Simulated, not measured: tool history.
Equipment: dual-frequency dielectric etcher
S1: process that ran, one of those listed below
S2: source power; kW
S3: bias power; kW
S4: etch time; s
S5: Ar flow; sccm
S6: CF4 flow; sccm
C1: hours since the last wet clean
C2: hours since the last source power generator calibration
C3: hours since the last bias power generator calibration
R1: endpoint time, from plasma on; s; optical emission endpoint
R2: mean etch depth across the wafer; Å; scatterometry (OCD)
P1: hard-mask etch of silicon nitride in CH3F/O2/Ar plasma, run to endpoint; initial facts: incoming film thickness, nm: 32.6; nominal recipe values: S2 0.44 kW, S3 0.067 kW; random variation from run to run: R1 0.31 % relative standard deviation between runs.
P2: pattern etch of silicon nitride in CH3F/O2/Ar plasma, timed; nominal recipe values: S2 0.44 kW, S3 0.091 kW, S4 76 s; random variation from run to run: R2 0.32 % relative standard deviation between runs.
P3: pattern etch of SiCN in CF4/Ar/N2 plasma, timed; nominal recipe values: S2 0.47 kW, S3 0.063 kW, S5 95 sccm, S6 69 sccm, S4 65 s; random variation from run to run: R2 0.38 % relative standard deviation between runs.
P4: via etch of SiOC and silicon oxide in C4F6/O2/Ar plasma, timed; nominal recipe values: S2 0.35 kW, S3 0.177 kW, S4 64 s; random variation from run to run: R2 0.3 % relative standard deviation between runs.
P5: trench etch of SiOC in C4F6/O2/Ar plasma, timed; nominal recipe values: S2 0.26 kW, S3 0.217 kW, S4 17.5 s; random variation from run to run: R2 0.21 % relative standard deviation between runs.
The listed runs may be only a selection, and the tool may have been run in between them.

| run | day | S1 | S2 | S3 | S4 | S5 | S6 | C1 | C2 | C3 | R1 | R2 |
|---|---|---|---|---|---|---|---|---|---|---|---|---|
| 1 | 0.112 | P1 | 0.44 | 0.067 |  |  |  | 284.4 | 1539.6 | 2323 | 48.712 |  |
| 2 | 0.279 | P1 | 0.28 | 0.067 |  |  |  | 288.4 | 1543.6 | 2327 | 58.018 |  |
| 3 | 0.375 | P4 | 0.2 | 0.177 | 64 |  |  | 290.7 | 1545.9 | 2329.3 |  | 557.7 |
| 4 | 0.562 | P5 | 0.26 | 0.173 | 17.5 |  |  | 295.2 | 1550.4 | 2333.8 |  | 301.33 |
| 5 | 0.758 | P2 | 0.44 | 0.091 | 76 |  |  | 299.9 | 1555.1 | 2338.5 |  | 589.85 |
| 6 | 0.85 | P5 | 0.26 | 0.217 | 25 |  |  | 302.1 | 1557.3 | 2340.7 |  | 464.31 |
| 7 | 1.012 | P3 | 0.47 | 0.084 | 65 | 95 | 69 | 306 | 1561.2 | 2344.6 |  | 622.57 |
| 8 | 1.167 | P1 | 0.44 | 0.084 |  |  |  | 309.7 | 1564.9 | 2348.3 | 45.264 |  |
| 9 | 1.288 | P4 | 0.35 | 0.177 | 84.5 |  |  | 312.6 | 1567.8 | 2351.2 |  | 909.99 |
| 10 | 1.442 | P1 | 0.44 | 0.067 |  |  |  | 316.3 | 1571.5 | 2354.9 | 48.722 |  |
| 11 | 1.633 | P3 | 0.47 | 0.063 | 65 | 95 | 90 | 320.9 | 1576.1 | 2359.5 |  | 590.2 |
| 12 | 1.808 | P3 | 0.47 | 0.063 | 36 | 95 | 69 | 325.1 | 1580.3 | 2363.7 |  | 312.12 |
| 13 | 1.921 | P2 | 0.44 | 0.091 | 76 |  |  | 327.8 | 1583 | 2366.4 |  | 586.37 |
| 14 | 2.108 | P1 | 0.44 | 0.067 |  |  |  | 332.3 | 1587.5 | 2370.9 | 48.696 |  |
| 15 | 2.292 | P2 | 0.35 | 0.091 | 76 |  |  | 336.7 | 1591.9 | 2375.3 |  | 537.28 |
| 16 | 2.438 | P3 | 0.47 | 0.063 | 65 | 118 | 69 | 340.2 | 1595.4 | 2378.8 |  | 546.54 |
| 17 | 2.546 | P1 | 0.57 | 0.067 |  |  |  | 342.8 | 1598 | 2381.4 | 44.346 |  |
| 18 | 2.675 | P1 | 0.35 | 0.092 |  |  |  | 345.9 | 1601.1 | 2384.5 | 47.755 |  |
| 19 | 2.812 | P2 | 0.44 | 0.091 | 48.5 |  |  | 349.2 | 1604.4 | 2387.8 |  | 374.57 |
| 20 | 2.929 | P4 | 0.35 | 0.228 | 64 |  |  | 352 | 1607.2 | 2390.6 |  | 753.18 |
| 21 | 3.054 | P5 | 0.26 | 0.217 | 17.5 |  |  | 355 | 1610.2 | 2393.6 |  | 324.91 |
| 22 | 3.242 | P2 | 0.44 | 0.062 | 76 |  |  | 359.5 | 1614.7 | 2398.1 |  | 515.42 |
| 23 | 3.375 | P1 | 0.37 | 0.056 |  |  |  | 362.7 | 1617.9 | 2401.3 | 55.161 |  |
| 24 | 3.512 | P4 | 0.35 | 0.177 | 64 |  |  | 366 | 1621.2 | 2404.6 |  | 688.94 |
| 25 | 3.658 | P1 | 0.44 | 0.067 |  |  |  | 369.5 | 1624.7 | 2408.1 | 48.662 |  |
| 26 | 3.758 | P3 | 0.38 | 0.063 | 65 | 95 | 69 | 371.9 | 1627.1 | 2410.5 |  | 470.76 |
| 27 | 3.896 | P3 | 0.47 | 0.063 | 65 | 95 | 69 | 375.2 | 1630.4 | 2413.8 |  | 566.98 |
| 28 | 4.017 | P1 | 0.44 | 0.045 |  |  |  | 378.1 | 1633.3 | 2416.7 | 55.422 |  |
| 29 | 4.146 | P1 | 0.44 | 0.067 |  |  |  | 381.2 | 1636.4 | 2419.8 | 48.988 |  |
| 30 | 4.288 | P1 | 0.44 | 0.067 |  |  |  | 384.6 | 1639.8 | 2423.2 | 48.515 |  |
| 31 | 4.396 | P5 | 0.17 | 0.217 | 17.5 |  |  | 387.2 | 1642.4 | 2425.8 |  | 276 |
| 32 | 4.571 | P4 | 0.35 | 0.177 | 64 |  |  | 391.4 | 1646.6 | 2430 |  | 692.22 |
| 33 | 4.696 | P1 | 0.44 | 0.067 |  |  |  | 394.4 | 1649.6 | 2433 | 48.855 |  |
| 34 | 4.829 | P1 | 0.44 | 0.067 |  |  |  | 397.6 | 1652.8 | 2436.2 | 48.26 |  |
| 35 | 4.971 | P1 | 0.44 | 0.067 |  |  |  | 401 | 1656.2 | 2439.6 | 48.346 |  |
| 36 | 5.088 | P1 | 0.44 | 0.067 |  |  |  | 403.8 | 1659 | 2442.4 | 48.394 |  |
| 37 | 5.271 | P1 | 0.44 | 0.067 |  |  |  | 408.2 | 1663.4 | 2446.8 | 48.298 |  |
| 38 | 5.408 | P1 | 0.44 | 0.067 |  |  |  | 411.5 | 1666.7 | 2450.1 | 48.182 |  |
| 39 | 5.554 | P1 | 0.44 | 0.067 |  |  |  | 415 | 1670.2 | 2453.6 | 48.37 |  |
|  | 5.612 | wet clean of the chamber |
| 40 | 5.725 | P1 | 0.44 | 0.067 |  |  |  | 2.8 | 1674.3 | 2457.7 | 47.963 |  |
| 41 | 5.888 | P1 | 0.44 | 0.067 |  |  |  | 6.7 | 1678.2 | 2461.6 | 47.94 |  |
| 42 | 6.071 | P1 | 0.44 | 0.067 |  |  |  | 11.1 | 1682.6 | 2466 | 47.963 |  |
| 43 | 6.212 | P1 | 0.44 | 0.067 |  |  |  | 14.5 | 1686 | 2469.4 | 47.975 |  |
| 44 | 6.3 | P1 | 0.44 | 0.067 |  |  |  | 16.6 | 1688.1 | 2471.5 | 47.969 |  |

The output of P1 has drifted from where it used to be. Each of the 2 causes below, taken at the size shown beside it, accounts for the log equally well:
A: bias power that arrives over what is set, % = 4.78
B: source power that arrives over what is set, % = 4.19
The creep began at about day 4.696.
Every other cause this tool's parts could produce, and why it does not fit the log:
chamber walls in a state that raises the etch rate, %: was serviced at day 5.612, once the creep was under way, yet the earlier output never came back

You are offered 4 check runs, listed below with question marks in place of their results; each one averages 2 wafers. Which run separates the listed causes by giving clearly different results for each?
| check 1 | 6.388 | P5 | 0.26 | 0.217 | 17.5 |  |  |  |  |  |  | ? |
| check 2 | 6.388 | P2 | 0.44 | 0.091 | 76 |  |  |  |  |  |  | ? |
| check 3 | 6.388 | P4 | 0.35 | 0.177 | 64 |  |  |  |  |  |  | ? |
| check 4 | 6.388 | P3 | 0.47 | 0.063 | 65 | 95 | 69 |  |  |  |  | ? |

Outcome of each check run for each possible cause:
| check | result | if A | if B |
|---|---|---|---|
| check 1 | R2 | 330.36 | 330.29 |
| check 2 | R2 | 596.06 | 595.23 |
| check 3 | R2 | 701.45 | 701.92 |
| check 4 | R2 | 575.11 | 587.06 |
Smallest distance between any two causes, each pair judged by its most separating result, in per cent: check 1 0.02 %; check 2 0.14 %; check 3 0.07 %; check 4 2.06 %
Check 4 distinguishes between the causes, while the remaining checks would return nearly the same result for all of them.

Check 4 was then run and gave: R2 573.34 Å. Which cause is it?

It is A: bias power that arrives over what is set, %.
